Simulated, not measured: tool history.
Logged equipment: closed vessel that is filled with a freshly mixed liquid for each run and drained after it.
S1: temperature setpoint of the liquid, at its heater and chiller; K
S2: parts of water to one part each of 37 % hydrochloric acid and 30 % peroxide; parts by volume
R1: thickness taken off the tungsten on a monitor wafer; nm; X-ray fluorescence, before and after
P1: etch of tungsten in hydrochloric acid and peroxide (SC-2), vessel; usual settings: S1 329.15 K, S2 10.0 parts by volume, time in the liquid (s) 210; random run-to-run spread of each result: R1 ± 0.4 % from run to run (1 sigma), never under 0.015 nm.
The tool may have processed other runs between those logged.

{"run": 1, "day": 0.612, "S1": 329.15, "S2": 10.0, "time in the liquid (s)": 210, "R1": 59.764}
{"run": 2, "day": 1.108, "S1": 329.15, "S2": 10.0, "time in the liquid (s)": 210, "R1": 59.385}
{"run": 3, "day": 1.546, "S1": 329.15, "S2": 10.0, "time in the liquid (s)": 210, "R1": 59.907}
{"run": 4, "day": 2.058, "S1": 329.15, "S2": 4.5, "time in the liquid (s)": 210, "R1": 110.0}
{"run": 5, "day": 2.675, "S1": 329.15, "S2": 10.0, "time in the liquid (s)": 210, "R1": 59.686}
{"run": 6, "day": 3.033, "S1": 329.15, "S2": 16.0, "time in the liquid (s)": 210, "R1": 39.537}
{"run": 7, "day": 3.721, "S1": 340.65, "S2": 18.0, "time in the liquid (s)": 210, "R1": 72.837}
{"run": 8, "day": 4.392, "S1": 329.15, "S2": 10.0, "time in the liquid (s)": 210, "R1": 59.559}
{"run": 9, "day": 5.017, "S1": 329.15, "S2": 10.0, "time in the liquid (s)": 210, "R1": 59.524}
{"run": 10, "day": 5.446, "S1": 329.15, "S2": 14.0, "time in the liquid (s)": 65, "R1": 13.825}
{"run": 11, "day": 5.888, "S1": 329.15, "S2": 10.0, "time in the liquid (s)": 210, "R1": 59.614}
{"run": 12, "day": 6.446, "S1": 329.15, "S2": 10.0, "time in the liquid (s)": 395, "R1": 111.53}
{"run": 13, "day": 6.762, "S1": 329.15, "S2": 10.0, "time in the liquid (s)": 30, "R1": 8.4813}
{"run": 14, "day": 7.146, "S1": 314.15, "S2": 10.0, "time in the liquid (s)": 210, "R1": 21.67}
{"run": 15, "day": 7.6, "S1": 339.65, "S2": 10.0, "time in the liquid (s)": 210, "R1": 114.4}

Estimate the outcome of run 16 from the log above:
{"run": 16, "day": 8.046, "S1": 329.15, "S2": 14.0, "time in the liquid (s)": 350, "R1": "?"}

R1: 74.1480 nm
